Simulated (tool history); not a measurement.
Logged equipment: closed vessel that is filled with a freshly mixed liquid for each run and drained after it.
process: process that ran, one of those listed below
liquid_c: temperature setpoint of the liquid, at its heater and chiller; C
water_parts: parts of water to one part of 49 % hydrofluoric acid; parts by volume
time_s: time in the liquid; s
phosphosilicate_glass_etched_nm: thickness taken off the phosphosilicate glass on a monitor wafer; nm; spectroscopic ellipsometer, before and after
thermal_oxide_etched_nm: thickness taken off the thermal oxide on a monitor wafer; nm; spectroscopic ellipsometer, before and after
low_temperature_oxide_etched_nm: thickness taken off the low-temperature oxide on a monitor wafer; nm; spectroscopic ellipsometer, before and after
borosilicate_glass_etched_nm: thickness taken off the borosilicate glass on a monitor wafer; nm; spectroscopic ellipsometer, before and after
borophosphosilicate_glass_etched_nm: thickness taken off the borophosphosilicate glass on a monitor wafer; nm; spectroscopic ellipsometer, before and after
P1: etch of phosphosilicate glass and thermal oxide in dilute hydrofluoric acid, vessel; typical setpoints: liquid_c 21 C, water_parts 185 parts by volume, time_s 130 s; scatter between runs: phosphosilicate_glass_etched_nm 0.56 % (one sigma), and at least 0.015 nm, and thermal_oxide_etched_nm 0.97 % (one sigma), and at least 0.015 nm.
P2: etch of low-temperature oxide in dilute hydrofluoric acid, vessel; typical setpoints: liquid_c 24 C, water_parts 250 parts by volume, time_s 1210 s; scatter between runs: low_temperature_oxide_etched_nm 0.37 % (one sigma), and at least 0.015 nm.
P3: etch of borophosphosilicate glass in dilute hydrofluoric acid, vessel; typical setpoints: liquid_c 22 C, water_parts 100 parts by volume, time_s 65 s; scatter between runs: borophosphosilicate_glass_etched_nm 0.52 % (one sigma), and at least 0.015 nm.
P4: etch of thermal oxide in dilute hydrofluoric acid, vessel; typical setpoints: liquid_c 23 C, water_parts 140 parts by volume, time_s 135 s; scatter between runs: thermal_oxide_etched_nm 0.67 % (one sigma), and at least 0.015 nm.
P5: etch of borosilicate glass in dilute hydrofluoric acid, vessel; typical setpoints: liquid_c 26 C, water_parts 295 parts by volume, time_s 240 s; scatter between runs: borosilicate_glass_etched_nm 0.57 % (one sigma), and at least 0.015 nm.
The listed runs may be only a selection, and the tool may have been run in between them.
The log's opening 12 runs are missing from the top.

run,hour,process,liquid_c,water_parts,time_s,hours since the thermometer was replaced,hours since the hydrofluoric acid flow meter was replaced,phosphosilicate_glass_etched_nm,thermal_oxide_etched_nm,low_temperature_oxide_etched_nm,borosilicate_glass_etched_nm,borophosphosilicate_glass_etched_nm
13,142.7,P1,21,185,195,56.1,597.3,66.697,3.9016,,,
14,153.6,P3,17.5,100,65,67,608.2,,,,,24.499
15,164.6,P3,22,100,65,78,619.2,,,,,29.28
16,177.4,P1,28,185,130,90.8,632,57.277,3.3287,,,
17,191,P5,26,295,70,104.4,645.6,,,,8.2434,
18,198.1,P1,21,185,130,111.5,652.7,43.792,2.6036,,,
19,205.8,P4,23,140,135,119.2,660.4,,4.1029,,,
20,212.8,P4,18,140,135,126.2,667.4,,3.3659,,,
21,224.3,P2,24,250,2365,137.7,678.9,,,104.37,,
22,233.7,P2,31,250,1210,147.1,688.3,,,68.554,,
23,240.7,P1,21,185,130,154.1,695.3,44.52,2.6247,,,
24,253.8,P1,21,185,35,167.2,708.4,12.05,0.70668,,,
25,262.9,P1,21,185,130,176.3,717.5,44.953,2.6213,,,
26,275,P3,22,165,65,188.4,729.6,,,,,16.634
27,286.9,P2,24,250,1210,200.3,741.5,,,53.693,,
28,294.4,P4,23,140,230,207.8,749,,6.936,,,
29,304.9,P3,22,100,65,218.3,759.5,,,,,29.372
30,317.5,P5,26,545,240,230.9,772.1,,,,12.176,

The next listed run, before its measurement:
31,324.2,P3,22,100,30,237.6,778.8,,,,,?

Logged for run 31: borophosphosilicate_glass_etched_nm 13.495 nm.
